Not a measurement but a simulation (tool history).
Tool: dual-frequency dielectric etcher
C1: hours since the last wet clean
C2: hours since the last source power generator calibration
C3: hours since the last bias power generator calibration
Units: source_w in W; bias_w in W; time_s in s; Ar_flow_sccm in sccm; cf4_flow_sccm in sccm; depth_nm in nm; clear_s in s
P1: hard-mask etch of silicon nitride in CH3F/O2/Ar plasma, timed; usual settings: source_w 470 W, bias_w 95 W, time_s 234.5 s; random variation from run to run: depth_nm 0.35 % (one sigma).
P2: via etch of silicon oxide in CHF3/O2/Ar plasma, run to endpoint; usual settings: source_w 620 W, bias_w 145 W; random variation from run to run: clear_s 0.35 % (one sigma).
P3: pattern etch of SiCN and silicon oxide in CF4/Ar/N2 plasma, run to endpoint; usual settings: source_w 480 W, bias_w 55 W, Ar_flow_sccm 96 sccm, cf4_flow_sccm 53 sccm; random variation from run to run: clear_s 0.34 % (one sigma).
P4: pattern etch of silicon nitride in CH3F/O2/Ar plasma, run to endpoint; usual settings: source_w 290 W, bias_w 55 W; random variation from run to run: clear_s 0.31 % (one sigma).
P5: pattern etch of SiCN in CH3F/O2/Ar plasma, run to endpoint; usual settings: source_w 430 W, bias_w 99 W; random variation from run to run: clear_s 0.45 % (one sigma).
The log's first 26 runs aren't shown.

{"run": 27, "day": 4.371, "process": "P3", "source_w": 480, "bias_w": 55, "Ar_flow_sccm": 96, "cf4_flow_sccm": 53, "C1": 162.5, "C2": 60.8, "C3": 1604.6, "clear_s": 15.499}
{"run": 28, "day": 4.475, "process": "P1", "source_w": 380, "bias_w": 95, "time_s": 283.5, "C1": 165, "C2": 63.3, "C3": 1607.1, "depth_nm": 209.87}
{"run": 29, "day": 4.596, "process": "P1", "source_w": 470, "bias_w": 95, "time_s": 234.5, "C1": 167.9, "C2": 66.2, "C3": 1610, "depth_nm": 190.37}
{"run": 30, "day": 4.717, "process": "P1", "source_w": 470, "bias_w": 95, "time_s": 234.5, "C1": 170.8, "C2": 69.1, "C3": 1612.9, "depth_nm": 190.38}
{"run": 31, "day": 4.829, "process": "P5", "source_w": 430, "bias_w": 59, "C1": 173.5, "C2": 71.8, "C3": 1615.6, "clear_s": 28.935}
{"run": 32, "day": 4.938, "process": "P1", "source_w": 590, "bias_w": 95, "time_s": 234.5, "C1": 176.1, "C2": 74.4, "C3": 1618.2, "depth_nm": 204.81}
{"run": 33, "day": 5.062, "process": "P1", "source_w": 470, "bias_w": 95, "time_s": 234.5, "C1": 179.1, "C2": 77.4, "C3": 1621.2, "depth_nm": 190.12}
{"run": 34, "day": 5.208, "process": "P1", "source_w": 470, "bias_w": 95, "time_s": 234.5, "C1": 182.6, "C2": 80.9, "C3": 1624.7, "depth_nm": 188.3}
{"run": 35, "day": 5.312, "process": "P1", "source_w": 470, "bias_w": 95, "time_s": 234.5, "C1": 185.1, "C2": 83.4, "C3": 1627.2, "depth_nm": 188.3}
{"run": 36, "day": 5.454, "process": "P1", "source_w": 470, "bias_w": 95, "time_s": 234.5, "C1": 188.5, "C2": 86.8, "C3": 1630.6, "depth_nm": 188.59}
{"run": 37, "day": 5.608, "process": "P1", "source_w": 470, "bias_w": 95, "time_s": 234.5, "C1": 192.2, "C2": 90.5, "C3": 1634.3, "depth_nm": 187.39}
{"run": 38, "day": 5.717, "process": "P1", "source_w": 470, "bias_w": 95, "time_s": 234.5, "C1": 194.8, "C2": 93.1, "C3": 1636.9, "depth_nm": 186.78}
{"run": 39, "day": 5.829, "process": "P1", "source_w": 470, "bias_w": 95, "time_s": 234.5, "C1": 197.5, "C2": 95.8, "C3": 1639.6, "depth_nm": 186.1}

The next listed run, before its measurement:
{"run": 40, "day": 6.042, "process": "P1", "source_w": 470, "bias_w": 95, "time_s": 234.5, "C1": 202.6, "C2": 100.9, "C3": 1644.7, "depth_nm": "?"}

depth_nm: 186.75 nm
